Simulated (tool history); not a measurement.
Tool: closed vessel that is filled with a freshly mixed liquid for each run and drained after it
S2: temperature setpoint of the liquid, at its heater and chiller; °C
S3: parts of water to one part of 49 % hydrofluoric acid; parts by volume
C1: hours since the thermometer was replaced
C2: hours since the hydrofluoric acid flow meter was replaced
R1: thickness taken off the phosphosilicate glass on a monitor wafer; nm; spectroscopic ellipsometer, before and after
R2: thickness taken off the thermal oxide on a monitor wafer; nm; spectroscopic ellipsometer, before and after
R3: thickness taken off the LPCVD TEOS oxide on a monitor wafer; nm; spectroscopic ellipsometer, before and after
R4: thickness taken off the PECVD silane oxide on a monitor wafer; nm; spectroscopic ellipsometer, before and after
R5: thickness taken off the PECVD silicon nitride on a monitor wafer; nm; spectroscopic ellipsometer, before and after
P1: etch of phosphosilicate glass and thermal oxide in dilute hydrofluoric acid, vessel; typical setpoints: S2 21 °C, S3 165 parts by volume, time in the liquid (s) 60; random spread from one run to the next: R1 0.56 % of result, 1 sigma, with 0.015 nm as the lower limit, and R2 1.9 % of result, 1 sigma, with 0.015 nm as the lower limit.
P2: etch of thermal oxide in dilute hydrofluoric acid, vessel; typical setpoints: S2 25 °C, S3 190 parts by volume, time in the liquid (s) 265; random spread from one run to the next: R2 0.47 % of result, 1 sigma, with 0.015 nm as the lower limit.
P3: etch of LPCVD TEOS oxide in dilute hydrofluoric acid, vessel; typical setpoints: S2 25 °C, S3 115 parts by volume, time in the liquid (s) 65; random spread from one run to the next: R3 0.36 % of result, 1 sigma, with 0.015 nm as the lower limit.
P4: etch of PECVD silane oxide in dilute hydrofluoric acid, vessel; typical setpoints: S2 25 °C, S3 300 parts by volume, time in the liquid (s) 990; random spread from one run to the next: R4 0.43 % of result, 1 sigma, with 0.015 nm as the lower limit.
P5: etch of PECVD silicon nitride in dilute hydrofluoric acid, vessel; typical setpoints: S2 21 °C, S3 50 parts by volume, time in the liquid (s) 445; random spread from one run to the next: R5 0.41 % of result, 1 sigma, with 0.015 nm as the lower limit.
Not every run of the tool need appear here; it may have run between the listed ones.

run 1 hour=4.1 | process_that_ran=P1 S2=21 S3=165 time_in_the_liquid_(s)=60 | C1=423.2 C2=187.6 | R1=56.296 R2=1.3752
run 2 hour=8.2 | process_that_ran=P1 S2=17 S3=165 time_in_the_liquid_(s)=60 | C1=427.3 C2=191.7 | R1=48.125 R2=1.2479
run 3 hour=14.5 | process_that_ran=P2 S2=25 S3=190 time_in_the_liquid_(s)=265 | C1=433.6 C2=198 | R2=6.3991
run 4 hour=19.5 | process_that_ran=P1 S2=21 S3=105 time_in_the_liquid_(s)=110 | C1=438.6 C2=203 | R1=174.48 R2=4.3498
run 5 hour=23.6 | process_that_ran=P2 S2=25 S3=190 time_in_the_liquid_(s)=85 | C1=442.7 C2=207.1 | R2=2.049
run 6 hour=27.6 | process_that_ran=P3 S2=25 S3=115 time_in_the_liquid_(s)=65 | C1=446.7 C2=211.1 | R3=10.61
run 7 hour=35.1 | process_that_ran=P3 S2=25 S3=115 time_in_the_liquid_(s)=30 | C1=454.2 C2=218.6 | R3=4.9016
run 8 hour=42.2 | process_that_ran=P4 S2=25 S3=300 time_in_the_liquid_(s)=330 | C1=461.3 C2=225.7 | R4=14.039
run 9 hour=48.9 | process_that_ran=P1 S2=21 S3=165 time_in_the_liquid_(s)=60 | C1=468 C2=232.4 | R1=56.764 R2=1.4028
run 10 hour=55.1 | process_that_ran=P5 S2=21 S3=75 time_in_the_liquid_(s)=445 | C1=474.2 C2=238.6 | R5=24.136
run 11 hour=62.7 | process_that_ran=P5 S2=21 S3=50 time_in_the_liquid_(s)=155 | C1=481.8 C2=246.2 | R5=12.531
run 12 hour=68.7 | process_that_ran=P2 S2=25 S3=305 time_in_the_liquid_(s)=265 | C1=487.8 C2=252.2 | R2=3.5198
run 13 hour=75.7 | process_that_ran=P1 S2=21 S3=165 time_in_the_liquid_(s)=60 | C1=494.8 C2=259.2 | R1=56.387 R2=1.4071
run 14 hour=82 | process_that_ran=P3 S2=25 S3=115 time_in_the_liquid_(s)=65 | C1=501.1 C2=265.5 | R3=10.671
run 15 hour=85.3 | process_that_ran=P4 S2=18 S3=300 time_in_the_liquid_(s)=990 | C1=504.4 C2=268.8 | R4=33.08
run 16 hour=91.5 | process_that_ran=P1 S2=21 S3=165 time_in_the_liquid_(s)=60 | C1=510.6 C2=275 | R1=56.758 R2=1.3651
run 17 hour=97.1 | process_that_ran=P5 S2=21 S3=50 time_in_the_liquid_(s)=445 | C1=516.2 C2=280.6 | R5=35.983
run 18 hour=104.2 | process_that_ran=P4 S2=25 S3=100 time_in_the_liquid_(s)=990 | C1=523.3 C2=287.7 | R4=158.52
run 19 hour=109.6 | process_that_ran=P5 S2=28.5 S3=50 time_in_the_liquid_(s)=445 | C1=528.7 C2=293.1 | R5=59.314
run 20 hour=114.2 | process_that_ran=P2 S2=17 S3=190 time_in_the_liquid_(s)=265 | C1=533.3 C2=297.7 | R2=4.6929
run 21 hour=121 | process_that_ran=P1 S2=21 S3=265 time_in_the_liquid_(s)=60 | C1=540.1 C2=304.5 | R1=31.913 R2=0.84527
run 22 hour=127.9 | process_that_ran=P4 S2=25 S3=300 time_in_the_liquid_(s)=990 | C1=547 C2=311.4 | R4=42.064
run 23 hour=133.4 | process_that_ran=P4 S2=25 S3=300 time_in_the_liquid_(s)=990 | C1=552.5 C2=316.9 | R4=41.946
run 24 hour=138.4 | process_that_ran=P3 S2=32.5 S3=115 time_in_the_liquid_(s)=65 | C1=557.5 C2=321.9 | R3=14.018
run 25 hour=144.6 | process_that_ran=P1 S2=21 S3=80 time_in_the_liquid_(s)=60 | C1=563.7 C2=328.1 | R1=128.35 R2=3.1702
run 26 hour=152.3 | process_that_ran=P1 S2=21 S3=165 time_in_the_liquid_(s)=110 | C1=571.4 C2=335.8 | R1=103.65 R2=2.5574
run 27 hour=160 | process_that_ran=P2 S2=25 S3=190 time_in_the_liquid_(s)=265 | C1=579.1 C2=343.5 | R2=6.4069
run 28 hour=163.3 | process_that_ran=P3 S2=25 S3=55 time_in_the_liquid_(s)=65 | C1=582.4 C2=346.8 | R3=24.186
run 29 hour=170.6 | process_that_ran=P1 S2=26.5 S3=165 time_in_the_liquid_(s)=60 | C1=589.7 C2=354.1 | R1=69.802 R2=1.7318
run 30 hour=176 | process_that_ran=P1 S2=21 S3=165 time_in_the_liquid_(s)=60 | C1=595.1 C2=359.5 | R1=56.784 R2=1.4036
run 31 hour=181.6 | process_that_ran=P1 S2=21 S3=165 time_in_the_liquid_(s)=30 | C1=600.7 C2=365.1 | R1=28.068 R2=0.69455
run 32 hour=188.7 | process_that_ran=P1 S2=21 S3=165 time_in_the_liquid_(s)=60 | C1=607.8 C2=372.2 | R1=56.693 R2=1.4191
run 33 hour=195.8 | process_that_ran=P1 S2=21 S3=165 time_in_the_liquid_(s)=60 | C1=614.9 C2=379.3 | R1=54.831 R2=1.2989
run 34 hour=200.6 | process_that_ran=P1 S2=21 S3=165 time_in_the_liquid_(s)=60 | C1=619.7 C2=384.1 | R1=54.12 R2=1.3294
run 35 hour=205.7 | process_that_ran=P1 S2=21 S3=165 time_in_the_liquid_(s)=60 | C1=624.8 C2=389.2 | R1=54.241 R2=1.3545
run 36 hour=211.7 | process_that_ran=P1 S2=21 S3=165 time_in_the_liquid_(s)=60 | C1=630.8 C2=395.2 | R1=54.054 R2=1.3747
run 37 hour=215.6 | process_that_ran=P1 S2=21 S3=165 time_in_the_liquid_(s)=60 | C1=634.7 C2=399.1 | R1=53.962 R2=1.3092
run 38 hour=219.2 | process_that_ran=P1 S2=21 S3=165 time_in_the_liquid_(s)=60 | C1=638.3 C2=402.7 | R1=53.679 R2=1.3606

P1 has crept away from where it was. The log is fitted equally well by each of these 2 causes, at the sizes shown:
A: liquid colder than its thermometer reads (K) = 1.4
B: hydrofluoric acid flow below the setpoint (%) = 4.56
Creep in the process output first set in at about hour 188.7.

The check runs listed below each take one wafer, and their results are still question marks. Under which run would the listed causes lead to clearly different results?
run check 1 hour=222.8 | process_that_ran=P4 S2=20.5 S3=300 time_in_the_liquid_(s)=565 | R4=?
run check 2 hour=222.8 | process_that_ran=P3 S2=25 S3=60 time_in_the_liquid_(s)=35 | R3=?
run check 3 hour=222.8 | process_that_ran=P2 S2=20 S3=190 time_in_the_liquid_(s)=265 | R2=?
run check 4 hour=222.8 | process_that_ran=P5 S2=28 S3=70 time_in_the_liquid_(s)=445 | R5=?

Expected result of each check under each candidate cause:
check=check_1 result=R4 if_A=19.526 if_B=19.365
check=check_2 result=R3 if_A=11.126 if_B=11.198
check=check_3 result=R2 if_A=4.9846 if_B=4.9804
check=check_4 result=R5 if_A=37.545 if_B=39.268
Separation of the two closest causes in each check, using whichever result separates them best: check 1 0.83 %; check 2 0.65 %; check 3 0.09 %; check 4 4.49 %
Of the check runs offered, only check 4 discriminates between the causes; the rest would read about the same regardless of which cause applies.

With check 4 done, the readings were: R5 39.102 nm. Identify which of the listed causes applies.

The cause is B: hydrofluoric acid flow below the setpoint (%).
